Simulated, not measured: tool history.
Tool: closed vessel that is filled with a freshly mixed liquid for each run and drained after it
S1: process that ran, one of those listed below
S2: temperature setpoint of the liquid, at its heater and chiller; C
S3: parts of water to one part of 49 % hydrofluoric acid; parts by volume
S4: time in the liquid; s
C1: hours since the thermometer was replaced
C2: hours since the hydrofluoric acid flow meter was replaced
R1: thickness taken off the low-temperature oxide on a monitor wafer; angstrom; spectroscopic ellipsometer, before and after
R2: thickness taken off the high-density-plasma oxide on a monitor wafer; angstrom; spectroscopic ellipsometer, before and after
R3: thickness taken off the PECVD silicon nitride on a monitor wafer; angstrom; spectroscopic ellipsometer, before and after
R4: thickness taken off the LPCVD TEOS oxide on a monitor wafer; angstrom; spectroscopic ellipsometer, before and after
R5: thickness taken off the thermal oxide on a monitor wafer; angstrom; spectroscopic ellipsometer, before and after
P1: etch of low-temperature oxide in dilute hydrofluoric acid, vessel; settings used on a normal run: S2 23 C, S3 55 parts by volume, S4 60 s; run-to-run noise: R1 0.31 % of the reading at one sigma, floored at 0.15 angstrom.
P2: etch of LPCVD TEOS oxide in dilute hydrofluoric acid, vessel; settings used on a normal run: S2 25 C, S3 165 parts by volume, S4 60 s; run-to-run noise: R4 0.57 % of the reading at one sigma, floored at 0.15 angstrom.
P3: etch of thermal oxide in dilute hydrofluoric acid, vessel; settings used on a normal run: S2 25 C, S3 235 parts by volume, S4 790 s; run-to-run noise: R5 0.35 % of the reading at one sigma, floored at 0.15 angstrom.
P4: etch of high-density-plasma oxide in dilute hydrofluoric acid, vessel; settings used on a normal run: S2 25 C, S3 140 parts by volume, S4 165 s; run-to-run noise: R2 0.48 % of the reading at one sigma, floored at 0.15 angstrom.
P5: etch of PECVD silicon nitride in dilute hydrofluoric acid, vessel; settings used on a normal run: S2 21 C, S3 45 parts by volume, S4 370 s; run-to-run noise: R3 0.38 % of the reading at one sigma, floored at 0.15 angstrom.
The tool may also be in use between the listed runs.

| run | day | S1 | S2 | S3 | S4 | C1 | C2 | R1 | R2 | R3 | R4 | R5 |
|---|---|---|---|---|---|---|---|---|---|---|---|---|
| 1 | 0.5 | P1 | 23 | 55 | 60 | 70.7 | 303.2 | 231.4 |  |  |  |  |
| 2 | 1.067 | P1 | 23 | 55 | 115 | 84.3 | 316.8 | 442.84 |  |  |  |  |
| 3 | 1.346 | P4 | 25 | 240 | 165 | 91 | 323.5 |  | 30.294 |  |  |  |
| 4 | 1.704 | P1 | 23 | 55 | 60 | 99.6 | 332.1 | 231.57 |  |  |  |  |
| 5 | 2.217 | P4 | 25 | 140 | 260 | 111.9 | 344.4 |  | 91.083 |  |  |  |
| 6 | 2.646 | P1 | 23 | 95 | 60 | 122.2 | 354.7 | 127.86 |  |  |  |  |
| 7 | 2.946 | P1 | 23 | 20 | 60 | 129.4 | 361.9 | 671.03 |  |  |  |  |
| 8 | 3.238 | P5 | 21 | 45 | 595 | 136.4 | 368.9 |  |  | 593.3 |  |  |
| 9 | 3.704 | P1 | 23 | 55 | 30 | 147.6 | 380.1 | 116.1 |  |  |  |  |
| 10 | 3.975 | P2 | 25 | 165 | 60 | 154.1 | 386.6 |  |  |  | 190.07 |  |
| 11 | 4.229 | P5 | 21 | 45 | 370 | 160.2 | 392.7 |  |  | 372.59 |  |  |
| 12 | 4.504 | P1 | 23 | 55 | 60 | 166.8 | 399.3 | 231.87 |  |  |  |  |
| 13 | 4.846 | P3 | 25 | 235 | 395 | 175 | 407.5 |  |  |  |  | 70.694 |
| 14 | 5.171 | P3 | 25 | 235 | 790 | 182.8 | 415.3 |  |  |  |  | 141.95 |
| 15 | 5.629 | P3 | 25 | 70 | 790 | 193.8 | 426.3 |  |  |  |  | 575.64 |
| 16 | 5.892 | P3 | 30.5 | 235 | 790 | 200.1 | 432.6 |  |  |  |  | 171.42 |
| 17 | 6.204 | P5 | 17 | 45 | 370 | 207.6 | 440.1 |  |  | 280.29 |  |  |
| 18 | 6.712 | P1 | 17 | 55 | 60 | 219.8 | 452.3 | 180.04 |  |  |  |  |
| 19 | 6.992 | P2 | 29 | 165 | 60 | 226.5 | 459 |  |  |  | 222.17 |  |
| 20 | 7.454 | P5 | 21 | 45 | 370 | 237.6 | 470.1 |  |  | 372.93 |  |  |
| 21 | 8.017 | P4 | 25 | 140 | 165 | 251.1 | 483.6 |  | 58.569 |  |  |  |
| 22 | 8.546 | P2 | 25 | 165 | 30 | 263.8 | 496.3 |  |  |  | 95.456 |  |
| 23 | 8.875 | P2 | 25 | 60 | 60 | 271.7 | 504.2 |  |  |  | 593.07 |  |
| 24 | 9.342 | P4 | 19 | 140 | 165 | 282.9 | 515.4 |  | 46.558 |  |  |  |
| 25 | 9.671 | P1 | 30.5 | 90 | 60 | 290.8 | 523.3 | 182.24 |  |  |  |  |
| 26 | 9.925 | P1 | 27.5 | 55 | 60 | 296.9 | 529.4 | 277.16 |  |  |  |  |
| 27 | 10.267 | P5 | 21 | 20 | 370 | 305.1 | 537.6 |  |  | 810.22 |  |  |
| 28 | 10.529 | P1 | 23 | 55 | 60 | 311.4 | 543.9 | 230.88 |  |  |  |  |
| 29 | 10.8 | P1 | 23 | 55 | 60 | 317.9 | 550.4 | 231.82 |  |  |  |  |
| 30 | 11.104 | P1 | 23 | 55 | 60 | 325.2 | 557.7 | 230.72 |  |  |  |  |
| 31 | 11.521 | P1 | 23 | 55 | 60 | 335.2 | 567.7 | 238.21 |  |  |  |  |
| 32 | 12.062 | P1 | 23 | 55 | 60 | 348.2 | 580.7 | 243.22 |  |  |  |  |
| 33 | 12.567 | P1 | 23 | 55 | 60 | 360.3 | 592.8 | 245.54 |  |  |  |  |
| 34 | 13.083 | P1 | 23 | 55 | 60 | 372.7 | 605.2 | 247.12 |  |  |  |  |
| 35 | 13.642 | P1 | 23 | 55 | 60 | 386.1 | 618.6 | 247.52 |  |  |  |  |
| 36 | 13.988 | P1 | 23 | 55 | 60 | 394.4 | 626.9 | 248.9 |  |  |  |  |
| 37 | 14.446 | P1 | 23 | 55 | 60 | 405.4 | 637.9 | 249.25 |  |  |  |  |

The output of P1 has drifted from where it used to be. Each of the 2 causes below, taken at the size shown beside it, accounts for the log equally well:
A: hydrofluoric acid flow above the setpoint (%) = 6.89
B: liquid hotter than its thermometer reads (K) = 1.74
Creep in the process output first set in at about day 11.104.

Which of the 4 check runs listed below separates the causes, so that each cause would produce a clearly different result? Each run uses one wafer, and its results are marked with question marks.
| check 1 | 14.904 | P5 | 17 | 45 | 370 |  |  |  |  | ? |  |  |
| check 2 | 14.904 | P3 | 25 | 90 | 790 |  |  |  |  |  |  | ? |
| check 3 | 14.904 | P4 | 20.5 | 200 | 165 |  |  |  | ? |  |  |  |
| check 4 | 14.904 | P2 | 25 | 65 | 60 |  |  |  |  |  | ? |  |

Check results expected under each cause:
| check | result | if A | if B |
|---|---|---|---|
| check 1 | R3 | 300.05 | 318.19 |
| check 2 | R5 | 471.28 | 468.58 |
| check 3 | R2 | 35.052 | 34.589 |
| check 4 | R4 | 588.04 | 586.55 |
Per-check spread between the two closest causes, in the result where they differ most: check 1 5.87 %; check 2 0.58 %; check 3 1.33 %; check 4 0.25 %
Of the check runs offered, only check 1 discriminates between the causes; the rest would read about the same regardless of which cause applies.

Here is what check 1 returned: R3 301.21 angstrom. Which cause is it?

The cause is A: hydrofluoric acid flow above the setpoint (%).

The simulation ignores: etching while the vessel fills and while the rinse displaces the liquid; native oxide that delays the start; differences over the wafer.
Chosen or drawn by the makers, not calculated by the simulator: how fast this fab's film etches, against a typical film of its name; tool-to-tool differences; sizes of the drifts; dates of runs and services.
